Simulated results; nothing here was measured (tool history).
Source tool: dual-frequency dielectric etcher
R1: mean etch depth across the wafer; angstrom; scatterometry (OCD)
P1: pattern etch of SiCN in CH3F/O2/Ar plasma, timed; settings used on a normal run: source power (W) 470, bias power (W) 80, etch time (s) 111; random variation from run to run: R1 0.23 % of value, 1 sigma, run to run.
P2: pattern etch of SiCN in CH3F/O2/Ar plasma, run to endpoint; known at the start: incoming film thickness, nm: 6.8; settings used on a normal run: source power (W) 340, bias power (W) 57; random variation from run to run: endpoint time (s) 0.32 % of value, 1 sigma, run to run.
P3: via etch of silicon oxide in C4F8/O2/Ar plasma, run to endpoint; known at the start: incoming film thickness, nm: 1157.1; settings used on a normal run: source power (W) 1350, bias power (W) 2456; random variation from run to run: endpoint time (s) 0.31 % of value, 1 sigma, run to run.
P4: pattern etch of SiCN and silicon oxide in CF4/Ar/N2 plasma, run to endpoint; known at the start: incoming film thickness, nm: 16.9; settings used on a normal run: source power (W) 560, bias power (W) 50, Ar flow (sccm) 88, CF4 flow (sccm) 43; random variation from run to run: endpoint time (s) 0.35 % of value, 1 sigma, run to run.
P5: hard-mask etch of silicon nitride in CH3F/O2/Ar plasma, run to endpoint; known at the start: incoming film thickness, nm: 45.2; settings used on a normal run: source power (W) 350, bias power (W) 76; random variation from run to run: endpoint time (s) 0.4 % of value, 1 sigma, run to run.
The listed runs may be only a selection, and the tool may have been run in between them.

Run 1, hour 4.8: process that ran P1, source power (W) 470, bias power (W) 80, etch time (s) 111. Result: R1 460.75 angstrom.
Run 2, hour 12.2: process that ran P5, source power (W) 260, bias power (W) 76. Result: endpoint time (s) 76.334.
Run 3, hour 20.2: process that ran P1, source power (W) 470, bias power (W) 80, etch time (s) 111. Result: R1 460.8 angstrom.
Run 4, hour 26.9: process that ran P2, source power (W) 340, bias power (W) 57. Result: endpoint time (s) 21.405.
Run 5, hour 31.6: process that ran P4, source power (W) 560, bias power (W) 50, Ar flow (sccm) 51, CF4 flow (sccm) 43. Result: endpoint time (s) 17.541.
Run 6, hour 38.6: process that ran P1, source power (W) 380, bias power (W) 80, etch time (s) 111. Result: R1 428.7 angstrom.
Run 7, hour 45.8: process that ran P3, source power (W) 1350, bias power (W) 3352. Result: endpoint time (s) 220.32.
Run 8, hour 51: process that ran P1, source power (W) 370, bias power (W) 58, etch time (s) 111. Result: R1 377.7 angstrom.
Run 9, hour 58.6: process that ran P1, source power (W) 640, bias power (W) 80, etch time (s) 111. Result: R1 518.7 angstrom.
Run 10, hour 64.9: process that ran P5, source power (W) 350, bias power (W) 76. Result: endpoint time (s) 68.899.
Run 11, hour 68.9: process that ran P1, source power (W) 470, bias power (W) 80, etch time (s) 65.5. Result: R1 274.18 angstrom.
Run 12, hour 74.1: process that ran P1, source power (W) 470, bias power (W) 57, etch time (s) 82.5. Result: R1 305.03 angstrom.
Run 13, hour 81.8: process that ran P1, source power (W) 470, bias power (W) 80, etch time (s) 154.5. Result: R1 644.83 angstrom.
Run 14, hour 88.7: process that ran P1, source power (W) 470, bias power (W) 105, etch time (s) 111. Result: R1 510.8 angstrom.
Run 15, hour 92.5: process that ran P2, source power (W) 340, bias power (W) 57. Result: endpoint time (s) 21.387.
Run 16, hour 98.3: process that ran P5, source power (W) 350, bias power (W) 104. Result: endpoint time (s) 60.703.
Run 17, hour 103: process that ran P4, source power (W) 740, bias power (W) 50, Ar flow (sccm) 88, CF4 flow (sccm) 43. Result: endpoint time (s) 15.115.
Run 18, hour 110.2: process that ran P3, source power (W) 1350, bias power (W) 2456. Result: endpoint time (s) 244.22.
Run 19, hour 114.7: process that ran P2, source power (W) 450, bias power (W) 57. Result: endpoint time (s) 19.171.
Run 20, hour 122.6: process that ran P3, source power (W) 1870, bias power (W) 2456. Result: endpoint time (s) 213.93.
Run 21, hour 130.5: process that ran P1, source power (W) 470, bias power (W) 80, etch time (s) 111. Result: R1 463.35 angstrom.
Run 22, hour 135.8: process that ran P4, source power (W) 560, bias power (W) 50, Ar flow (sccm) 88, CF4 flow (sccm) 43. Result: endpoint time (s) 19.371.
Run 23, hour 140.5: process that ran P4, source power (W) 560, bias power (W) 50, Ar flow (sccm) 88, CF4 flow (sccm) 43. Result: endpoint time (s) 19.176.
Run 24, hour 144.8: process that ran P2, source power (W) 340, bias power (W) 74. Result: endpoint time (s) 19.649.
Run 25, hour 150.5: process that ran P1, source power (W) 470, bias power (W) 51, etch time (s) 133. Result: R1 476.13 angstrom.
Run 26, hour 157.6: process that ran P1, source power (W) 470, bias power (W) 59, etch time (s) 111. Result: R1 415.98 angstrom.
Run 27, hour 165.6: process that ran P1, source power (W) 470, bias power (W) 80, etch time (s) 111. Result: R1 462.32 angstrom.
Run 28, hour 172.1: process that ran P4, source power (W) 560, bias power (W) 50, Ar flow (sccm) 88, CF4 flow (sccm) 33. Result: endpoint time (s) 20.192.
Run 29, hour 177.5: process that ran P4, source power (W) 560, bias power (W) 37, Ar flow (sccm) 88, CF4 flow (sccm) 43. Result: endpoint time (s) 21.179.
Run 30, hour 184.1: process that ran P1, source power (W) 470, bias power (W) 80, etch time (s) 111. Result: R1 462.91 angstrom.
Run 31, hour 192.6: process that ran P1, source power (W) 470, bias power (W) 80, etch time (s) 111. Result: R1 459.26 angstrom.
Run 32, hour 200.4: process that ran P1, source power (W) 470, bias power (W) 80, etch time (s) 111. Result: R1 460 angstrom.
Run 33, hour 207.6: process that ran P1, source power (W) 470, bias power (W) 80, etch time (s) 111. Result: R1 457.95 angstrom.
Run 34, hour 212.1: process that ran P1, source power (W) 470, bias power (W) 80, etch time (s) 111. Result: R1 458.09 angstrom.
Run 35, hour 217: process that ran P1, source power (W) 470, bias power (W) 80, etch time (s) 111. Result: R1 455.64 angstrom.
At hour 221.6: wet clean of the chamber.
Run 36, hour 224: process that ran P1, source power (W) 470, bias power (W) 80, etch time (s) 111. Result: R1 456.71 angstrom.
Run 37, hour 229.2: process that ran P1, source power (W) 470, bias power (W) 80, etch time (s) 111. Result: R1 456.35 angstrom.
Run 38, hour 235.2: process that ran P1, source power (W) 470, bias power (W) 80, etch time (s) 111. Result: R1 456.14 angstrom.

Something has made what P1 gives creep away from where it was; the 2 causes below, each at its own stated size, fit the log equally well:
A: source power that arrives under what is set, % = 3.36
B: bias power that arrives under what is set, % = 3.53
Creep in the process output first set in at about hour 184.1.
The rest of the possible causes, and what rules out each one:
chamber walls in a state that lowers the etch rate, %: its service at hour 221.6 followed the start of the drift and did not put the process back to its old value

Consider the 4 check runs below, whose results appear as question marks and each of which averages 2 wafers. Which one distinguishes the causes, in that each cause would give it a clearly different result?
Run check 1, hour 241.2: process that ran P5, source power (W) 280, bias power (W) 90. Result: endpoint time (s) ?.
Run check 2, hour 241.2: process that ran P4, source power (W) 560, bias power (W) 37, Ar flow (sccm) 55, CF4 flow (sccm) 43. Result: endpoint time (s) ?.
Run check 3, hour 241.2: process that ran P3, source power (W) 1780, bias power (W) 3298. Result: endpoint time (s) ?.
Run check 4, hour 241.2: process that ran P2, source power (W) 430, bias power (W) 70. Result: endpoint time (s) ?.

How each check would come out, cause by cause:
  check             result    if A    if B
check 1  endpoint time (s)  70.895  70.929
check 2  endpoint time (s)  20.006  19.586
check 3  endpoint time (s)  201.99  201.62
check 4  endpoint time (s)  18.479  18.472
Per check, the gap between the least separated pair of causes, taken in the result that splits them most: check 1 0.05 %; check 2 2.12 %; check 3 0.18 %; check 4 0.04 %
Check 2 tells the causes apart: in the others they would give nearly the same result.

Check 2 was then run and gave: endpoint time (s) 20.019. Which cause is it?

It was cause A: source power that arrives under what is set, %.

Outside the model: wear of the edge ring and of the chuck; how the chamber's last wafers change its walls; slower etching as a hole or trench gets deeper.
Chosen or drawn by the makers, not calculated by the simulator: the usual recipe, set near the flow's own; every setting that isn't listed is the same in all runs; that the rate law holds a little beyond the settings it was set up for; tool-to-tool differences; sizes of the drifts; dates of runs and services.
